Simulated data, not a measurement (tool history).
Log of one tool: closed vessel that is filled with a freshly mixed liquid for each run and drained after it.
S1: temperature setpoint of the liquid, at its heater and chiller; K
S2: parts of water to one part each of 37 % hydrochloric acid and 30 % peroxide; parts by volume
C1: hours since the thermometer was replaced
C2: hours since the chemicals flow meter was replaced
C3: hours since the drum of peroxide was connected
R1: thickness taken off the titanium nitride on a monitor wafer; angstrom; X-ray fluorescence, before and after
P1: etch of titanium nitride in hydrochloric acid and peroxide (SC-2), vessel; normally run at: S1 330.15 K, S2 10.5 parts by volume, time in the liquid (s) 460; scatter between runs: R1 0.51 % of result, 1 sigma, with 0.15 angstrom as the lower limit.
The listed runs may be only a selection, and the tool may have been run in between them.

Run 1, hour 14.4: S1 330.15 K, S2 10.5 parts by volume, time in the liquid (s) 460; C1 187.7; C2 263.2; C3 782.7. Result: R1 98.047 angstrom.
Run 2, hour 27.7: S1 345.15 K, S2 10.5 parts by volume, time in the liquid (s) 460; C1 201.0; C2 276.5; C3 796.0. Result: R1 243.980 angstrom.
Run 3, hour 40.6: S1 330.15 K, S2 4.0 parts by volume, time in the liquid (s) 460; C1 213.9; C2 289.4; C3 808.9. Result: R1 204.430 angstrom.
Run 4, hour 50.5: S1 317.65 K, S2 10.5 parts by volume, time in the liquid (s) 120; C1 223.8; C2 299.3; C3 818.8. Result: R1 11.073 angstrom.
Run 5, hour 60.1: S1 330.15 K, S2 10.5 parts by volume, time in the liquid (s) 255; C1 233.4; C2 308.9; C3 828.4. Result: R1 54.542 angstrom.
Run 6, hour 67.7: S1 330.15 K, S2 10.5 parts by volume, time in the liquid (s) 460; C1 241.0; C2 316.5; C3 836.0. Result: R1 97.499 angstrom.
Run 7, hour 76.1: S1 315.15 K, S2 10.5 parts by volume, time in the liquid (s) 460; C1 249.4; C2 324.9; C3 844.4. Result: R1 36.250 angstrom.
Run 8, hour 87.0: S1 330.15 K, S2 10.5 parts by volume, time in the liquid (s) 460; C1 260.3; C2 335.8; C3 855.3. Result: R1 97.443 angstrom.
Run 9, hour 94.7: S1 330.15 K, S2 18.0 parts by volume, time in the liquid (s) 660; C1 268.0; C2 343.5; C3 863.0. Result: R1 88.260 angstrom.
Run 10, hour 110.2: S1 330.15 K, S2 10.5 parts by volume, time in the liquid (s) 460; C1 283.5; C2 359.0; C3 878.5. Result: R1 97.133 angstrom.
Run 11, hour 118.6: S1 330.15 K, S2 10.5 parts by volume, time in the liquid (s) 735; C1 291.9; C2 367.4; C3 886.9. Result: R1 157.070 angstrom.
Run 12, hour 130.7: S1 330.15 K, S2 10.5 parts by volume, time in the liquid (s) 460; C1 304.0; C2 379.5; C3 899.0. Result: R1 98.006 angstrom.
Run 13, hour 144.9: S1 330.15 K, S2 18.0 parts by volume, time in the liquid (s) 460; C1 318.2; C2 393.7; C3 913.2. Result: R1 60.951 angstrom.
Run 14, hour 152.7: S1 330.15 K, S2 10.5 parts by volume, time in the liquid (s) 460; C1 326.0; C2 401.5; C3 921.0. Result: R1 98.414 angstrom.
Run 15, hour 159.5: S1 330.15 K, S2 10.5 parts by volume, time in the liquid (s) 460; C1 332.8; C2 408.3; C3 927.8. Result: R1 97.131 angstrom.
Run 16, hour 173.1: S1 330.15 K, S2 10.5 parts by volume, time in the liquid (s) 460; C1 346.4; C2 421.9; C3 941.4. Result: R1 97.588 angstrom.
Run 17, hour 186.0: S1 330.15 K, S2 10.5 parts by volume, time in the liquid (s) 460; C1 359.3; C2 434.8; C3 954.3. Result: R1 102.260 angstrom.
Run 18, hour 196.4: S1 330.15 K, S2 10.5 parts by volume, time in the liquid (s) 460; C1 369.7; C2 445.2; C3 964.7. Result: R1 103.690 angstrom.
Run 19, hour 211.4: S1 330.15 K, S2 10.5 parts by volume, time in the liquid (s) 460; C1 384.7; C2 460.2; C3 979.7. Result: R1 104.990 angstrom.
Run 20, hour 218.6: S1 330.15 K, S2 10.5 parts by volume, time in the liquid (s) 460; C1 391.9; C2 467.4; C3 986.9. Result: R1 104.720 angstrom.
Run 21, hour 230.7: S1 330.15 K, S2 10.5 parts by volume, time in the liquid (s) 460; C1 404.0; C2 479.5; C3 999.0. Result: R1 105.490 angstrom.
Run 22, hour 239.8: S1 330.15 K, S2 10.5 parts by volume, time in the liquid (s) 460; C1 413.1; C2 488.6; C3 1008.1. Result: R1 106.190 angstrom.

The output of P1 has drifted from where it used to be. Each of the 2 causes below, taken at the size shown beside it, accounts for the log equally well:
A: liquid hotter than its thermometer reads (K) = 1.25
B: chemicals flow above the setpoint (%) = 10
The process output started creeping at around hour 173.1.
Other possible causes, and why each is ruled out:
peroxide weaker than its label (%): 8 at the very most, moving R1 by -7.4 %, which is either too weak or the wrong sign

The list below offers 4 check runs, each averaging the results of 3 wafers, and shows each result as a question mark. For which of them would the listed causes give clearly different results?
Run check 1, hour 248.9: S1 330.15 K, S2 16.5 parts by volume, time in the liquid (s) 460. Result: R1 ?.
Run check 2, hour 248.9: S1 320.65 K, S2 18.0 parts by volume, time in the liquid (s) 460. Result: R1 ?.
Run check 3, hour 248.9: S1 319.15 K, S2 4.0 parts by volume, time in the liquid (s) 460. Result: R1 ?.
Run check 4, hour 248.9: S1 320.15 K, S2 18.0 parts by volume, time in the liquid (s) 460. Result: R1 ?.

Outcome of each check run for each possible cause:
  check  result     if A     if B
check 1      R1   71.444   71.802
check 2      R1   35.548   35.585
check 3      R1  107.080  104.700
check 4      R1   34.372   34.398
Separation of the two closest causes in each check, using whichever result separates them best: check 1 0.5 %; check 2 0.1 %; check 3 2.25 %; check 4 0.08 %
Only in check 3 would the causes give clearly different results; in the remaining checks their results would be nearly the same.

Check 3 was then run and gave: R1 104.930 angstrom. Which cause is it?

The correct cause is B, namely: chemicals flow above the setpoint (%).
